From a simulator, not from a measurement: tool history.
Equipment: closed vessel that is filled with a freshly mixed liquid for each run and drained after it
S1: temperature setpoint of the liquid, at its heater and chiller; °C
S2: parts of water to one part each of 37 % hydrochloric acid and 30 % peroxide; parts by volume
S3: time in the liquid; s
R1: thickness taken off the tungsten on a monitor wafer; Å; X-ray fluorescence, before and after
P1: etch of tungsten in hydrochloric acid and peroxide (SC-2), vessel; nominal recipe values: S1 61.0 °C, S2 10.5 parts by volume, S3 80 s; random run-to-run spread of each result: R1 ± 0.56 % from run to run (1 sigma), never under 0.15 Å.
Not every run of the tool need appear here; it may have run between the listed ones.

run 1 hour=11.4 | S1=61.0 S2=10.5 S3=80 | R1=273.78
run 2 hour=21.5 | S1=72.0 S2=10.5 S3=80 | R1=533.14
run 3 hour=31.0 | S1=50.0 S2=10.5 S3=80 | R1=134.39
run 4 hour=36.2 | S1=61.0 S2=17.0 S3=80 | R1=180.78
run 5 hour=44.4 | S1=61.0 S2=10.5 S3=80 | R1=275.70
run 6 hour=51.3 | S1=46.5 S2=10.5 S3=130 | R1=173.28
run 7 hour=62.8 | S1=61.0 S2=10.5 S3=30 | R1=104.09
run 8 hour=69.0 | S1=61.0 S2=10.5 S3=80 | R1=274.27
run 9 hour=79.5 | S1=61.0 S2=10.5 S3=80 | R1=275.23
run 10 hour=90.5 | S1=61.0 S2=10.5 S3=80 | R1=274.93
run 11 hour=97.7 | S1=61.0 S2=10.5 S3=80 | R1=272.67
run 12 hour=103.2 | S1=61.0 S2=6.5 S3=40 | R1=200.88
run 13 hour=113.3 | S1=61.0 S2=4.0 S3=80 | R1=569.79
run 14 hour=121.0 | S1=61.0 S2=10.5 S3=150 | R1=514.96
run 15 hour=129.4 | S1=61.0 S2=10.5 S3=80 | R1=275.67
run 16 hour=139.4 | S1=61.0 S2=10.5 S3=80 | R1=287.23
run 17 hour=145.3 | S1=61.0 S2=10.5 S3=80 | R1=287.21
run 18 hour=156.9 | S1=61.0 S2=10.5 S3=80 | R1=294.83
run 19 hour=165.9 | S1=61.0 S2=10.5 S3=80 | R1=293.22
run 20 hour=177.1 | S1=61.0 S2=10.5 S3=80 | R1=296.18
run 21 hour=183.9 | S1=61.0 S2=10.5 S3=80 | R1=295.46

Something has made what P1 gives creep away from where it was; the 2 causes below, each at its own stated size, fit the log equally well:
A: chemicals flow above the setpoint (%) = 9.22
B: liquid hotter than its thermometer reads (K) = 1.19
The creep began at about hour 129.4.
Excluded causes, each with its reason:
peroxide weaker than its label (%): at most 8, giving a -7.4 % change in R1: too small, or against the direction of the creep

Each of the check runs listed below is run on 5 wafers and reports their average, with the results left as question marks. Pick the one under which the possible causes would lead to clearly different results.
run check 1 hour=190.7 | S1=72.0 S2=10.5 S3=120 | R1=?
run check 2 hour=190.7 | S1=61.0 S2=16.0 S3=30 | R1=?
run check 3 hour=190.7 | S1=52.0 S2=14.0 S3=80 | R1=?
run check 4 hour=190.7 | S1=51.5 S2=4.0 S3=80 | R1=?

What each check would give under each cause:
check=check_1 result=R1 if_A=862.540 if_B=858.920
check=check_2 result=R1 if_A=77.430 if_B=77.114
check=check_3 result=R1 if_A=130.310 if_B=130.490
check=check_4 result=R1 if_A=329.980 if_B=336.760
Per check, the gap between the least separated pair of causes, taken in the result that splits them most: check 1 0.42 %; check 2 0.41 %; check 3 0.13 %; check 4 2.03 %
Check 4 is the one run that separates the causes; every other check would come out nearly the same whichever cause is at work.

After running check 4, the following was obtained: R1 335.270 Å. Which cause does this point to?

The cause is B: liquid hotter than its thermometer reads (K).
